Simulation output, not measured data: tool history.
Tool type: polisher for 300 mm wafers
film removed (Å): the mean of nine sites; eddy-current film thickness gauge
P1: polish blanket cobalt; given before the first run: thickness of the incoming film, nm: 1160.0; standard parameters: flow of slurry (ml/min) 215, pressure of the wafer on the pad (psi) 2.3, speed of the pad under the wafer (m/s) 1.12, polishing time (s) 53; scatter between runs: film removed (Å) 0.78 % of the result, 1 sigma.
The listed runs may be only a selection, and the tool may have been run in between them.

run	day	flow of slurry (ml/min)	pressure of the wafer on the pad (psi)	speed of the pad under the wafer (m/s)	polishing time (s)	wafers polished on this pad	hours since the slurry nozzle was cleaned	hours since the head pressure was calibrated	film removed (Å)
1	0.200	215	2.3	1.12	53	742	196.6	585.7	3822.6
2	0.325	215	3.5	1.12	53	786	199.6	588.7	5861.1
3	0.508	215	2.3	1.12	77	851	204.0	593.1	5608.7
4	0.671	130	2.3	1.12	53	909	207.9	597.0	3503.9
5	0.850	215	2.3	1.70	53	973	212.2	601.3	5818.2
6	0.971	215	1.1	1.12	53	1016	215.1	604.2	1809.3
7	1.158	215	2.3	1.66	78	1082	219.6	608.7	8222.5
8	1.342	280	2.3	1.12	53	1147	224.0	613.1	3913.3
9	1.529	215	2.3	1.12	53	1214	228.5	617.6	3790.1
10	1.654	215	3.1	1.12	33	1258	231.5	620.6	3212.1
11	1.812	215	2.3	1.12	53	1315	235.3	624.4	3823.8

What does the tool deliver on the next run?
12	1.925	215	2.3	0.74	53	1354	238.0	627.1	?

Run 12 gave film removed (Å) 2466.2.
